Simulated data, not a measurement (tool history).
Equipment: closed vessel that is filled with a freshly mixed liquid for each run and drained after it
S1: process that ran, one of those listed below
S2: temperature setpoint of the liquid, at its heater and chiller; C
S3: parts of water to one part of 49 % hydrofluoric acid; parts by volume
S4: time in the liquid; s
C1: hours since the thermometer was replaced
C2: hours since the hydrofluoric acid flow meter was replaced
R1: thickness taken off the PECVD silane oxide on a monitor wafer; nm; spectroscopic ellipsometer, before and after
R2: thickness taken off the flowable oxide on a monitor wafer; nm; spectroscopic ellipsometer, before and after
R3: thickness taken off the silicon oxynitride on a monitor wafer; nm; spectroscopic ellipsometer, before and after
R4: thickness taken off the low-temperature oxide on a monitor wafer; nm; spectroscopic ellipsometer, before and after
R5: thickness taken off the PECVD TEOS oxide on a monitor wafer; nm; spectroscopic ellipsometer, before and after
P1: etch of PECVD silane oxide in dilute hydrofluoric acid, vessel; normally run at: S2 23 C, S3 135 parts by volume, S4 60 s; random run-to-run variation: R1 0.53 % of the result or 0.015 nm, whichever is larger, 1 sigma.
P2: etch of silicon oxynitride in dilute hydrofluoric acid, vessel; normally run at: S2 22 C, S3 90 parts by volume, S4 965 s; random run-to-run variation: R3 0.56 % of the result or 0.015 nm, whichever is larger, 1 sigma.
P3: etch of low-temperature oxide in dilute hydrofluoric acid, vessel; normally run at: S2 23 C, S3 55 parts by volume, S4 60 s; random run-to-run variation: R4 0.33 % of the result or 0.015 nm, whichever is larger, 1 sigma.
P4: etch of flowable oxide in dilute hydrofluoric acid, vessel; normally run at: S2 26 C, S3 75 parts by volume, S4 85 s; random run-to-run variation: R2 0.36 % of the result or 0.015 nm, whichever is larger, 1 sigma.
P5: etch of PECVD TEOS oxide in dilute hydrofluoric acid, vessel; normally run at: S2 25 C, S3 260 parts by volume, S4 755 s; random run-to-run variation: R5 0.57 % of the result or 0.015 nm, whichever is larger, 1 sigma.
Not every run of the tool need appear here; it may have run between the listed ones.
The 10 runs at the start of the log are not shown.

{"run": 11, "hour": 119.4, "S1": "P5", "S2": 25, "S3": 260, "S4": 755, "C1": 1087, "C2": 1491, "R5": 41.541}
{"run": 12, "hour": 126.9, "S1": "P2", "S2": 22, "S3": 90, "S4": 1505, "C1": 1094.5, "C2": 1498.5, "R3": 26.461}
{"run": 13, "hour": 138.8, "S1": "P1", "S2": 23, "S3": 195, "S4": 60, "C1": 1106.4, "C2": 1510.4, "R1": 7.3319}
{"run": 14, "hour": 146.4, "S1": "P5", "S2": 25, "S3": 260, "S4": 1170, "C1": 1114, "C2": 1518, "R5": 64.274}
{"run": 15, "hour": 158.6, "S1": "P1", "S2": 23, "S3": 135, "S4": 60, "C1": 1126.2, "C2": 1530.2, "R1": 11.298}
{"run": 16, "hour": 169.8, "S1": "P1", "S2": 18, "S3": 135, "S4": 30, "C1": 1137.4, "C2": 1541.4, "R1": 4.594}
{"run": 17, "hour": 177.0, "S1": "P4", "S2": 26, "S3": 75, "S4": 85, "C1": 1144.6, "C2": 1548.6, "R2": 27.683}
{"run": 18, "hour": 183.6, "S1": "P3", "S2": 23, "S3": 55, "S4": 60, "C1": 1151.2, "C2": 1555.2, "R4": 14.814}
{"run": 19, "hour": 190.9, "S1": "P1", "S2": 23, "S3": 20, "S4": 60, "C1": 1158.5, "C2": 1562.5, "R1": 88.741}
{"run": 20, "hour": 199.3, "S1": "P1", "S2": 29, "S3": 135, "S4": 60, "C1": 1166.9, "C2": 1570.9, "R1": 14.323}
{"run": 21, "hour": 205.8, "S1": "P1", "S2": 23, "S3": 135, "S4": 60, "C1": 1173.4, "C2": 1577.4, "R1": 11.44}
{"run": 22, "hour": 218.4, "S1": "P5", "S2": 25, "S3": 260, "S4": 755, "C1": 1186, "C2": 1590, "R5": 41.831}
{"run": 23, "hour": 228.3, "S1": "P3", "S2": 28.5, "S3": 55, "S4": 60, "C1": 1195.9, "C2": 1599.9, "R4": 18.493}
{"run": 24, "hour": 239.3, "S1": "P2", "S2": 25.5, "S3": 90, "S4": 965, "C1": 1206.9, "C2": 1610.9, "R3": 20.205}
{"run": 25, "hour": 249.4, "S1": "P5", "S2": 25, "S3": 45, "S4": 755, "C1": 1217, "C2": 1621, "R5": 309.23}
{"run": 26, "hour": 258.9, "S1": "P4", "S2": 29.5, "S3": 75, "S4": 85, "C1": 1226.5, "C2": 1630.5, "R2": 31.638}
{"run": 27, "hour": 267.3, "S1": "P1", "S2": 23, "S3": 135, "S4": 60, "C1": 1234.9, "C2": 1638.9, "R1": 11.249}
{"run": 28, "hour": 275.7, "S1": "P2", "S2": 22, "S3": 50, "S4": 965, "C1": 1243.3, "C2": 1647.3, "R3": 31.901}
{"run": 29, "hour": 283.2, "S1": "P5", "S2": 30.5, "S3": 260, "S4": 755, "C1": 1250.8, "C2": 1654.8, "R5": 50.808}
{"run": 30, "hour": 291.2, "S1": "P1", "S2": 23, "S3": 135, "S4": 95, "C1": 1258.8, "C2": 1662.8, "R1": 18.002}
{"run": 31, "hour": 302.8, "S1": "P1", "S2": 23, "S3": 135, "S4": 60, "C1": 1270.4, "C2": 1674.4, "R1": 11.434}

Run 32, settings as shown, results not yet in. Your forecast:
{"run": 32, "hour": 317.6, "S1": "P1", "S2": 23, "S3": 135, "S4": 60, "C1": 1285.2, "C2": 1689.2, "R1": "?"}

Run 32 produced R1 10.712 nm.
